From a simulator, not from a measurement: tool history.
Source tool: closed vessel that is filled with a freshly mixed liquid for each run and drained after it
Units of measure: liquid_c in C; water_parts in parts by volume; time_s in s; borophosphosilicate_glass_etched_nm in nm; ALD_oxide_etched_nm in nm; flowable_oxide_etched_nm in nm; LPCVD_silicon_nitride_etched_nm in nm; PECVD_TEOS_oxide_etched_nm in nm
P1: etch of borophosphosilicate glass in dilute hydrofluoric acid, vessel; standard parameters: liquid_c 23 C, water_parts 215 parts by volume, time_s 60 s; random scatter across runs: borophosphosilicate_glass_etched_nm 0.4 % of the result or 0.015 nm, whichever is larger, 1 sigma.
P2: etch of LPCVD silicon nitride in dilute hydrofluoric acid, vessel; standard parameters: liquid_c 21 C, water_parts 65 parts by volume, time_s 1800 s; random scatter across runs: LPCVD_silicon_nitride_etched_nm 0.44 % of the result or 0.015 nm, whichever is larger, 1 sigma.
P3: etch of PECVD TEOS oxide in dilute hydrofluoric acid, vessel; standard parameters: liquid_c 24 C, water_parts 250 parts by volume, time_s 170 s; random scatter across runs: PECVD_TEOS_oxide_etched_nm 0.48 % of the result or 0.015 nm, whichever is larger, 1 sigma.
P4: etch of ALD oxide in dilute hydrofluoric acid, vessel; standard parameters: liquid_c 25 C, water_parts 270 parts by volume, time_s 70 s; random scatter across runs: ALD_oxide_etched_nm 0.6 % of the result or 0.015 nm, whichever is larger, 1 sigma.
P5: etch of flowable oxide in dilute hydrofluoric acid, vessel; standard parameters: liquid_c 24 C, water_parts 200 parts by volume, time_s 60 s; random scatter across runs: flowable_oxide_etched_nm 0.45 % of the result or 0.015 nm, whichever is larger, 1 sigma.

run   hour  process  liquid_c  water_parts  time_s  hours since the thermometer was replaced  hours since the hydrofluoric acid flow meter was replaced  borophosphosilicate_glass_etched_nm  ALD_oxide_etched_nm  flowable_oxide_etched_nm  LPCVD_silicon_nitride_etched_nm  PECVD_TEOS_oxide_etched_nm
  1    8.5       P1        23          215      60                                     897.9                                                      458.7                               13.892
  2   24.6       P4        25          270      30                                       914                                                      474.8                                                    2.0967
  3     40       P5        24          200     115                                     929.4                                                      490.2                                                                              18.566
  4   47.1       P1        23          215     105                                     936.5                                                      497.3                               24.353
  5   61.2       P5      32.5          200      60                                     950.6                                                      511.4                                                                              13.131
  6   74.6       P2        25           65    1800                                       964                                                      524.8                                                                                                               15.489
  7   85.6       P3      32.5          250     170                                       975                                                      535.8                                                                                                                                           6.6205
  8   99.3       P4        25          270      70                                     988.7                                                      549.5                                                    4.9147
  9  106.3       P5        24          350      60                                     995.7                                                      556.5                                                                              4.8479
 10  122.4       P4        25          270      70                                    1011.8                                                      572.6                                                    4.9544
 11  132.2       P1        23          215      60                                    1021.6                                                      582.4                               13.859
 12  142.1       P1        23          290      30                                    1031.5                                                      592.3                               4.7733
 13  154.7       P4      31.5          270      70                                    1044.1                                                      604.9                                                    6.1529
 14  165.4       P1        17          365      60                                    1054.8                                                      615.6                               5.7252
 15  179.9       P1        23          215      60                                    1069.3                                                      630.1                               13.866
 16  192.4       P3        24           55     170                                    1081.8                                                      642.6                                                                                                                                           28.349
 17  207.4       P5        24          200      60                                    1096.8                                                      657.6                                                                               9.815
 18  218.2       P1        23          215      60                                    1107.6                                                      668.4                               13.865
 19  226.5       P1      29.5          215      60                                    1115.9                                                      676.7                               17.482
 20  240.8       P1        23          215      60                                    1130.2                                                        691                               13.826
 21  251.4       P1        23           95      60                                    1140.8                                                      701.6                               36.042
 22  267.3       P2        21           65    1800                                    1156.7                                                      717.5                                                                                                                11.86
 23  280.7       P1        23          215      30                                    1170.1                                                      730.9                                6.918
 24  294.7       P1        23          310      60                                    1184.1                                                      744.9                               8.6989
 25  303.3       P1      17.5          215      60                                    1192.7                                                      753.5                               11.299
 26    311       P3        24          250      90                                    1200.4                                                      761.2                                                                                                                                           2.6469
 27  326.6       P4        25          110      70                                      1216                                                      776.8                                                    14.425
 28  334.9       P5        24          200      60                                    1224.3                                                      785.1                                                                               9.785
 29  348.4       P1        23          215      60                                    1237.8                                                      798.6                               13.879
 30  361.9       P2        21          110    1800                                    1251.3                                                      812.1                                                                                                               7.1132
 31  372.8       P3        24          250     170                                    1262.2                                                        823                                                                                                                                           4.8862
 32  388.2       P1      26.5          315      60                                    1277.6                                                      838.4                               9.6562
 33  403.5       P2        21           65    2660                                    1292.9                                                      853.7                                                                                                               17.537
 34  412.2       P1        23          215      60                                    1301.6                                                      862.4                               13.941
 35  424.6       P1        23          215      60                                      1314                                                      874.8                               13.819
 36  433.3       P1        23          215      60                                    1322.7                                                      883.5                                13.62
 37  449.2       P1        23          215      60                                    1338.6                                                      899.4                               13.373
 38  457.9       P1        23          215      60                                    1347.3                                                      908.1                                13.38
 39  465.7       P1        23          215      60                                    1355.1                                                      915.9                               13.233
 40  479.3       P1        23          215      60                                    1368.7                                                      929.5                               13.215
 41  492.6       P1        23          215      60                                      1382                                                      942.8                               13.105
 42  501.4       P1        23          215      60                                    1390.8                                                      951.6                               13.144
 43  516.1       P1        23          215      60                                    1405.5                                                      966.3                               13.024
 44    527       P1        23          215      60                                    1416.4                                                      977.2                               13.116
 45  538.1       P1        23          215      60                                    1427.5                                                      988.3                               13.167

P1 has crept away from where it was. The log is fitted equally well by each of these 2 causes, at the sizes shown:
A: liquid colder than its thermometer reads (K) = 1.55
B: hydrofluoric acid flow below the setpoint (%) = 4.58
The onset of the drift is placed at about hour 424.6.

The check runs listed below each take one wafer, and their results are still question marks. Under which run would the listed causes lead to clearly different results?
check 1  549.2       P3        24          250     170                                                                                                                                                                                                                                                     ?
check 2  549.2       P5        24          200      60                                                                                                                                                                                        ?
check 3  549.2       P2        21           65    1800                                                                                                                                                                                                                         ?
check 4  549.2       P4        25          270      70                                                                                                                                                              ?

What every check run would give for each of its results, assuming each possible cause in turn:
  check                           result    if A    if B
check 1       PECVD_TEOS_oxide_etched_nm  4.6909  4.6766
check 2         flowable_oxide_etched_nm   9.242  9.2478
check 3  LPCVD_silicon_nitride_etched_nm  10.676  11.348
check 4              ALD_oxide_etched_nm  4.6773  4.6522
Gap, in per cent, between the two causes that each check separates least, read from the result that separates them most: check 1 0.31 %; check 2 0.06 %; check 3 6.1 %; check 4 0.54 %
The other checks would show nearly matching results whichever cause is true, so check 3 is the only one that separates the causes.

The results of check 3 are: LPCVD_silicon_nitride_etched_nm 10.725 nm. Based on these, which of the listed causes is it?

A is the cause: liquid colder than its thermometer reads (K).
